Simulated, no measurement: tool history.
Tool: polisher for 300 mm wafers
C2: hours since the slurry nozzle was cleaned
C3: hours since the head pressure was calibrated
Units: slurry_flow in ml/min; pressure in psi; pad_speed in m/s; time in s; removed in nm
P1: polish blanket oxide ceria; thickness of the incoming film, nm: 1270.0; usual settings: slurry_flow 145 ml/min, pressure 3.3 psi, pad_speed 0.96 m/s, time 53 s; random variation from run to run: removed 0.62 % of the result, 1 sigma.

run 1 hour=16.3 | slurry_flow=145 pressure=3.3 pad_speed=0.96 time=53 | wafers_polished_on_this_pad=656 C2=121.1 C3=763.2 | removed=262.10
run 2 hour=27.6 | slurry_flow=145 pressure=3.3 pad_speed=1.30 time=53 | wafers_polished_on_this_pad=812 C2=132.4 C3=774.5 | removed=353.51
run 3 hour=43.0 | slurry_flow=145 pressure=1.5 pad_speed=0.96 time=53 | wafers_polished_on_this_pad=1025 C2=147.8 C3=789.9 | removed=120.03
run 4 hour=51.9 | slurry_flow=145 pressure=3.3 pad_speed=0.62 time=53 | wafers_polished_on_this_pad=1148 C2=156.7 C3=798.8 | removed=169.70
run 5 hour=65.0 | slurry_flow=215 pressure=2.1 pad_speed=0.96 time=53 | wafers_polished_on_this_pad=1329 C2=169.8 C3=811.9 | removed=177.57
run 6 hour=81.7 | slurry_flow=145 pressure=3.3 pad_speed=0.96 time=53 | wafers_polished_on_this_pad=1560 C2=186.5 C3=828.6 | removed=261.77
run 7 hour=95.8 | slurry_flow=145 pressure=3.3 pad_speed=0.96 time=53 | wafers_polished_on_this_pad=1754 C2=200.6 C3=842.7 | removed=263.12
run 8 hour=108.2 | slurry_flow=145 pressure=3.3 pad_speed=0.96 time=74 | wafers_polished_on_this_pad=1926 C2=213.0 C3=855.1 | removed=368.58
run 9 hour=116.3 | slurry_flow=145 pressure=2.1 pad_speed=0.96 time=71 | wafers_polished_on_this_pad=2038 C2=221.1 C3=863.2 | removed=223.34
run 10 hour=128.4 | slurry_flow=145 pressure=3.3 pad_speed=0.96 time=53 | wafers_polished_on_this_pad=2205 C2=233.2 C3=875.3 | removed=261.93
run 11 hour=138.8 | slurry_flow=195 pressure=3.3 pad_speed=0.96 time=53 | wafers_polished_on_this_pad=2349 C2=243.6 C3=885.7 | removed=279.17
run 12 hour=153.1 | slurry_flow=85 pressure=3.3 pad_speed=0.96 time=53 | wafers_polished_on_this_pad=2546 C2=257.9 C3=900.0 | removed=231.91
run 13 hour=163.8 | slurry_flow=145 pressure=3.3 pad_speed=0.96 time=31 | wafers_polished_on_this_pad=2694 C2=268.6 C3=910.7 | removed=153.32
run 14 hour=173.1 | slurry_flow=145 pressure=5.0 pad_speed=0.96 time=53 | wafers_polished_on_this_pad=2822 C2=277.9 C3=920.0 | removed=399.00
run 15 hour=187.6 | slurry_flow=145 pressure=3.3 pad_speed=0.96 time=53 | wafers_polished_on_this_pad=3023 C2=292.4 C3=934.5 | removed=260.50
run 16 hour=196.0 | slurry_flow=145 pressure=3.3 pad_speed=0.96 time=53 | wafers_polished_on_this_pad=3139 C2=300.8 C3=942.9 | removed=256.13
run 17 hour=213.2 | slurry_flow=145 pressure=3.3 pad_speed=0.96 time=53 | wafers_polished_on_this_pad=3376 C2=318.0 C3=960.1 | removed=246.89
-- hour=222.1 worn pad replaced by a new one
run 18 hour=224.4 | slurry_flow=145 pressure=3.3 pad_speed=0.96 time=53 | wafers_polished_on_this_pad=32 C2=329.2 C3=971.3 | removed=245.14
run 19 hour=234.5 | slurry_flow=145 pressure=3.3 pad_speed=0.96 time=53 | wafers_polished_on_this_pad=171 C2=339.3 C3=981.4 | removed=243.70
run 20 hour=242.5 | slurry_flow=145 pressure=3.3 pad_speed=0.96 time=53 | wafers_polished_on_this_pad=282 C2=347.3 C3=989.4 | removed=245.32
run 21 hour=251.7 | slurry_flow=145 pressure=3.3 pad_speed=0.96 time=53 | wafers_polished_on_this_pad=409 C2=356.5 C3=998.6 | removed=244.72

What P1 gives has crept away from where it was. These 2 causes fit the log equally well, each at the size given:
A: head's pressure below its setpoint, % = 7.45
B: slurry flow missing at the pad, % = 30.7
The creep began at about hour 187.6.
Why every other cause is out:
removal rate lost through wear of the pad, %: serviced at hour 222.1, which brought nothing back

4 check runs are offered, each on 3 wafers whose results are averaged, their results left as question marks. Which one tells the causes apart?
run check 1 hour=260.9 | slurry_flow=100 pressure=3.3 pad_speed=0.96 time=31 | removed=?
run check 2 hour=260.9 | slurry_flow=145 pressure=3.3 pad_speed=1.28 time=53 | removed=?
run check 3 hour=260.9 | slurry_flow=145 pressure=1.6 pad_speed=0.96 time=53 | removed=?
run check 4 hour=260.9 | slurry_flow=145 pressure=1.7 pad_speed=0.96 time=64 | removed=?

What each check would give under each cause:
check=check_1 result=removed if_A=131.28 if_B=127.39
check=check_2 result=removed if_A=323.77 if_B=323.74
check=check_3 result=removed if_A=117.74 if_B=117.73
check=check_4 result=removed if_A=151.06 if_B=151.04
How far apart the two closest causes lie, in the result that separates them most: check 1 3.01 %; check 2 0.01 %; check 3 0.01 %; check 4 0.01 %
Only check 1 tells the causes apart: in the others they would give nearly the same result.

Then check 1 was run and gave: removed 127.87 nm. Which cause is it?

It is B: slurry flow missing at the pad, %.

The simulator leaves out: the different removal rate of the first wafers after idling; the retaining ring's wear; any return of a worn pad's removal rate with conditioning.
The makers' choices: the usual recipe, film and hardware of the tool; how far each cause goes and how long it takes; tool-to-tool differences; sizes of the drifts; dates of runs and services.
